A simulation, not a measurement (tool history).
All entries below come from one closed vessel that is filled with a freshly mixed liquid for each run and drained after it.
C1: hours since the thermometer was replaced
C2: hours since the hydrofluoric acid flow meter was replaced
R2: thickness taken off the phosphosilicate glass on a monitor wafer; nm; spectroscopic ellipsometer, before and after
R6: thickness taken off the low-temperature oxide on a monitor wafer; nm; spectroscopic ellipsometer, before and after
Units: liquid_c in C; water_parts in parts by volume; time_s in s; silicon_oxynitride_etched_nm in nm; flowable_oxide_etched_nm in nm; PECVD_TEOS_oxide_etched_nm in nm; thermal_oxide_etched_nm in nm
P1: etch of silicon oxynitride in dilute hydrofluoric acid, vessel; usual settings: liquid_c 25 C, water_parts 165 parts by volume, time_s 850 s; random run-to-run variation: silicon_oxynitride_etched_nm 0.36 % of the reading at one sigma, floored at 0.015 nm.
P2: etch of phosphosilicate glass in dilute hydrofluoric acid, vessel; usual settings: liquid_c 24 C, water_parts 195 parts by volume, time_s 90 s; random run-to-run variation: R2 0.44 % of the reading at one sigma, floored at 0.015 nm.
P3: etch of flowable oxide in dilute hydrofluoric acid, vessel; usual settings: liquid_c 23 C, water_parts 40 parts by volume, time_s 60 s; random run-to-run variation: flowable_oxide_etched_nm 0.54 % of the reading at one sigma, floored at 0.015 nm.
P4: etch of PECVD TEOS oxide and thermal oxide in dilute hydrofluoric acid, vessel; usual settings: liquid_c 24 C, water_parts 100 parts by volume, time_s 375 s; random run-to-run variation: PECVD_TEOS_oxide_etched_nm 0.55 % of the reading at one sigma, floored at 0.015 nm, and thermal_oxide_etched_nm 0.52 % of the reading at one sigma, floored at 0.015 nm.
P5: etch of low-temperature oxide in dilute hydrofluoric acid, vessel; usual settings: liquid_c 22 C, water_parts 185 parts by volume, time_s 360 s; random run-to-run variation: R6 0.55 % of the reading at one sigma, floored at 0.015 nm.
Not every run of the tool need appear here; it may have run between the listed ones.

Run 1, hour 8.4: process P1, liquid_c 25 C, water_parts 165 parts by volume, time_s 850 s; C1 1597.6; C2 861.8. Result: silicon_oxynitride_etched_nm 14.962 nm.
Run 2, hour 14.2: process P2, liquid_c 24 C, water_parts 195 parts by volume, time_s 160 s; C1 1603.4; C2 867.6. Result: R2 83.613 nm.
Run 3, hour 18: process P3, liquid_c 23 C, water_parts 40 parts by volume, time_s 60 s; C1 1607.2; C2 871.4. Result: flowable_oxide_etched_nm 58.575 nm.
Run 4, hour 25.5: process P1, liquid_c 25 C, water_parts 165 parts by volume, time_s 100 s; C1 1614.7; C2 878.9. Result: silicon_oxynitride_etched_nm 1.7759 nm.
Run 5, hour 31.5: process P1, liquid_c 32.5 C, water_parts 165 parts by volume, time_s 850 s; C1 1620.7; C2 884.9. Result: silicon_oxynitride_etched_nm 20.902 nm.
Run 6, hour 38.8: process P2, liquid_c 24 C, water_parts 195 parts by volume, time_s 90 s; C1 1628; C2 892.2. Result: R2 46.368 nm.
Run 7, hour 47.2: process P1, liquid_c 19 C, water_parts 165 parts by volume, time_s 850 s; C1 1636.4; C2 900.6. Result: silicon_oxynitride_etched_nm 11.329 nm.
Run 8, hour 55.1: process P4, liquid_c 24 C, water_parts 100 parts by volume, time_s 670 s; C1 1644.3; C2 908.5. Result: PECVD_TEOS_oxide_etched_nm 87.805 nm, thermal_oxide_etched_nm 30.037 nm.
Run 9, hour 61.6: process P5, liquid_c 22 C, water_parts 185 parts by volume, time_s 360 s; C1 1650.8; C2 915. Result: R6 43.353 nm.
Run 10, hour 68.9: process P4, liquid_c 24 C, water_parts 100 parts by volume, time_s 375 s; C1 1658.1; C2 922.3. Result: PECVD_TEOS_oxide_etched_nm 49.53 nm, thermal_oxide_etched_nm 16.664 nm.
Run 11, hour 76: process P1, liquid_c 25 C, water_parts 165 parts by volume, time_s 850 s; C1 1665.2; C2 929.4. Result: silicon_oxynitride_etched_nm 15.013 nm.
Run 12, hour 80.1: process P1, liquid_c 25 C, water_parts 165 parts by volume, time_s 1315 s; C1 1669.3; C2 933.5. Result: silicon_oxynitride_etched_nm 23.155 nm.
Run 13, hour 88.6: process P5, liquid_c 22 C, water_parts 185 parts by volume, time_s 360 s; C1 1677.8; C2 942. Result: R6 43.868 nm.
Run 14, hour 96.5: process P1, liquid_c 25 C, water_parts 165 parts by volume, time_s 850 s; C1 1685.7; C2 949.9. Result: silicon_oxynitride_etched_nm 14.923 nm.
Run 15, hour 102.6: process P4, liquid_c 28 C, water_parts 100 parts by volume, time_s 375 s; C1 1691.8; C2 956. Result: PECVD_TEOS_oxide_etched_nm 58.017 nm, thermal_oxide_etched_nm 19.444 nm.
Run 16, hour 110.5: process P2, liquid_c 32.5 C, water_parts 195 parts by volume, time_s 90 s; C1 1699.7; C2 963.9. Result: R2 62.988 nm.
Run 17, hour 118.3: process P3, liquid_c 23 C, water_parts 65 parts by volume, time_s 60 s; C1 1707.5; C2 971.7. Result: flowable_oxide_etched_nm 35.279 nm.
Run 18, hour 123.7: process P4, liquid_c 24 C, water_parts 100 parts by volume, time_s 375 s; C1 1712.9; C2 977.1. Result: PECVD_TEOS_oxide_etched_nm 49.602 nm, thermal_oxide_etched_nm 16.87 nm.
Run 19, hour 130.5: process P4, liquid_c 24 C, water_parts 25 parts by volume, time_s 375 s; C1 1719.7; C2 983.9. Result: PECVD_TEOS_oxide_etched_nm 217.24 nm, thermal_oxide_etched_nm 73.627 nm.
Run 20, hour 134.5: process P5, liquid_c 22 C, water_parts 105 parts by volume, time_s 360 s; C1 1723.7; C2 987.9. Result: R6 83.563 nm.
Run 21, hour 142.6: process P5, liquid_c 22 C, water_parts 185 parts by volume, time_s 115 s; C1 1731.8; C2 996. Result: R6 13.89 nm.
Run 22, hour 146.5: process P3, liquid_c 23 C, water_parts 40 parts by volume, time_s 30 s; C1 1735.7; C2 999.9. Result: flowable_oxide_etched_nm 29.345 nm.
Run 23, hour 152.6: process P2, liquid_c 24 C, water_parts 90 parts by volume, time_s 90 s; C1 1741.8; C2 1006. Result: R2 113.26 nm.
Run 24, hour 159: process P1, liquid_c 25 C, water_parts 270 parts by volume, time_s 850 s; C1 1748.2; C2 1012.4. Result: silicon_oxynitride_etched_nm 8.4913 nm.
Run 25, hour 167.7: process P1, liquid_c 25 C, water_parts 165 parts by volume, time_s 850 s; C1 1756.9; C2 1021.1. Result: silicon_oxynitride_etched_nm 15.016 nm.
Run 26, hour 175.4: process P5, liquid_c 17 C, water_parts 185 parts by volume, time_s 360 s; C1 1764.6; C2 1028.8. Result: R6 35.375 nm.
Run 27, hour 181.4: process P1, liquid_c 20.5 C, water_parts 80 parts by volume, time_s 850 s; C1 1770.6; C2 1034.8. Result: silicon_oxynitride_etched_nm 26.818 nm.
Run 28, hour 189.2: process P3, liquid_c 28 C, water_parts 40 parts by volume, time_s 60 s; C1 1778.4; C2 1042.6. Result: flowable_oxide_etched_nm 72.464 nm.
Run 29, hour 193.9: process P1, liquid_c 25 C, water_parts 70 parts by volume, time_s 850 s; C1 1783.1; C2 1047.3. Result: silicon_oxynitride_etched_nm 38.436 nm.
Run 30, hour 202.5: process P1, liquid_c 28.5 C, water_parts 165 parts by volume, time_s 320 s; C1 1791.7; C2 1055.9. Result: silicon_oxynitride_etched_nm 6.6071 nm.

Forecast run 31:
Run 31, hour 208.4: process P1, liquid_c 25 C, water_parts 165 parts by volume, time_s 850 s; C1 1797.6; C2 1061.8. Result: silicon_oxynitride_etched_nm ?.

Run 31 came out at silicon_oxynitride_etched_nm 15.024 nm.
